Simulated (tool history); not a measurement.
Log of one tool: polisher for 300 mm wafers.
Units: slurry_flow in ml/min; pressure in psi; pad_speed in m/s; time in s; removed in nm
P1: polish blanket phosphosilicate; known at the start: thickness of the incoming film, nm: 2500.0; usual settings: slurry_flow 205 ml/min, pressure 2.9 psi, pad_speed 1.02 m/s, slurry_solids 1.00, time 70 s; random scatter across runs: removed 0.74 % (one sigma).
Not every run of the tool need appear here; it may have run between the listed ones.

run   hour  slurry_flow  pressure  pad_speed  slurry_solids  time  wafers polished on this pad  hours since the slurry nozzle was cleaned  hours since the head pressure was calibrated  hours since the slurry blender was calibrated  hours since the conditioning disc was replaced  removed
  1    4.2          205       2.9       1.02           1.00    70                         1116                                      265.7                                         292.0                                          238.4                                            34.3   516.44
  2    8.6          205       1.6       1.02           1.00    87                         1155                                      270.1                                         296.4                                          242.8                                            38.7   351.51
  3   11.4          205       2.9       1.60           1.00    70                         1180                                      272.9                                         299.2                                          245.6                                            41.5   741.25
  4   16.2          290       2.9       1.02           1.00    70                         1222                                      277.7                                         304.0                                          250.4                                            46.3   537.70
  5   19.2          205       2.9       1.02           0.65    70                         1249                                      280.7                                         307.0                                          253.4                                            49.3   416.31
  6   22.1          205       4.2       1.02           1.00    70                         1275                                      283.6                                         309.9                                          256.3                                            52.2   750.76
  7   28.1          205       2.9       0.66           1.00    70                         1328                                      289.6                                         315.9                                          262.3                                            58.2   362.29
  8   33.0          205       1.3       1.02           1.00    70                         1371                                      294.5                                         320.8                                          267.2                                            63.1   233.90
  9   36.7          205       2.9       1.02           1.20    70                         1404                                      298.2                                         324.5                                          270.9                                            66.8   557.20
      37.1  -- head pressure recalibrated
 10   40.5          205       2.9       1.02           1.00    94                         1438                                      302.0                                           3.5                                          274.7                                            70.6   693.49
 11   44.9          130       2.9       1.02           0.80    70                         1477                                      306.4                                           7.9                                          279.1                                            75.0   427.81
 12   48.0          125       2.9       1.02           1.00    70                         1504                                      309.5                                          11.0                                          282.2                                            78.1   472.56
 13   52.1          205       2.9       1.02           1.00    32                         1541                                      313.6                                          15.1                                          286.3                                            82.2   235.43
 14   57.5          205       2.9       1.02           1.00    70                         1588                                      319.0                                          20.5                                          291.7                                            87.6   510.01
 15   63.0          205       2.9       1.02           1.00    70                         1637                                      324.5                                          26.0                                          297.2                                            93.1   513.01
 16   66.7          205       2.9       1.02           1.00    70                         1670                                      328.2                                          29.7                                          300.9                                            96.8   510.68
 17   71.3          205       2.9       1.02           1.00    70                         1711                                      332.8                                          34.3                                          305.5                                           101.4   510.35
 18   77.4          205       2.9       1.02           1.00    70                         1765                                      338.9                                          40.4                                          311.6                                           107.5   484.18
 19   80.4          205       2.9       1.02           1.00    70                         1791                                      341.9                                          43.4                                          314.6                                           110.5   477.91
 20   85.0          205       2.9       1.02           1.00    70                         1832                                      346.5                                          48.0                                          319.2                                           115.1   473.45
 21   90.1          205       2.9       1.02           1.00    70                         1877                                      351.6                                          53.1                                          324.3                                           120.2   468.95
      92.1  -- slurry nozzle cleaned
      93.8  -- conditioning disc replaced and pad reconditioned
 22   94.1          205       2.9       1.02           1.00    70                         1913                                        2.0                                          57.1                                          328.3                                             0.4   460.28
      94.8  -- worn pad replaced by a new one
 23   98.6          205       2.9       1.02           1.00    70                           34                                        6.5                                          61.6                                          332.8                                             4.9   458.06
 24  101.6          205       2.9       1.02           1.00    70                           60                                        9.5                                          64.6                                          335.8                                             7.9   460.70
 25  105.3          205       2.9       1.02           1.00    70                           93                                       13.2                                          68.3                                          339.5                                            11.6   456.91

What P1 gives has crept off from where it sat before. The 2 causes that follow fit the log equally well, each at the size noted:
A: abrasive missing from the slurry, % = 20.3
B: head's pressure below its setpoint, % = 10.4
Creep in the process output first set in at about hour 71.3.
Every other cause this tool's parts could produce, and why it does not fit the log:
removal rate lost through wear of the pad, %: serviced at hour 94.8, after the drift had started, without restoring the earlier output
slurry flow missing at the pad, %: serviced at hour 92.1, after the drift had started, without restoring the earlier output
time polished since the conditioner stopped cutting, s: serviced at hour 93.8, after the drift had started, without restoring the earlier output

4 check runs are offered, each on 5 wafers whose results are averaged, their results left as question marks. Which one tells the causes apart?
check 1  109.0          205       2.9       1.36           1.00    70                                                                                                                                                                                                                             ?
check 2  109.0          125       2.9       1.50           1.00    70                                                                                                                                                                                                                             ?
check 3  109.0          205       4.0       1.02           1.00    35                                                                                                                                                                                                                             ?
check 4  109.0          205       2.9       1.02           0.65    39                                                                                                                                                                                                                             ?

How each check would come out, cause by cause:
  check   result    if A    if B
check 1  removed  580.89  580.73
check 2  removed  579.17  579.02
check 3  removed  318.25  318.17
check 4  removed  201.61  206.49
Per check, the gap between the least separated pair of causes, taken in the result that splits them most: check 1 0.03 %; check 2 0.03 %; check 3 0.03 %; check 4 2.39 %
Only check 4 tells the causes apart: in the others they would give nearly the same result.

Then check 4 was run and gave: removed 202.14 nm. Which cause is it?

A is the cause: abrasive missing from the slurry, %.
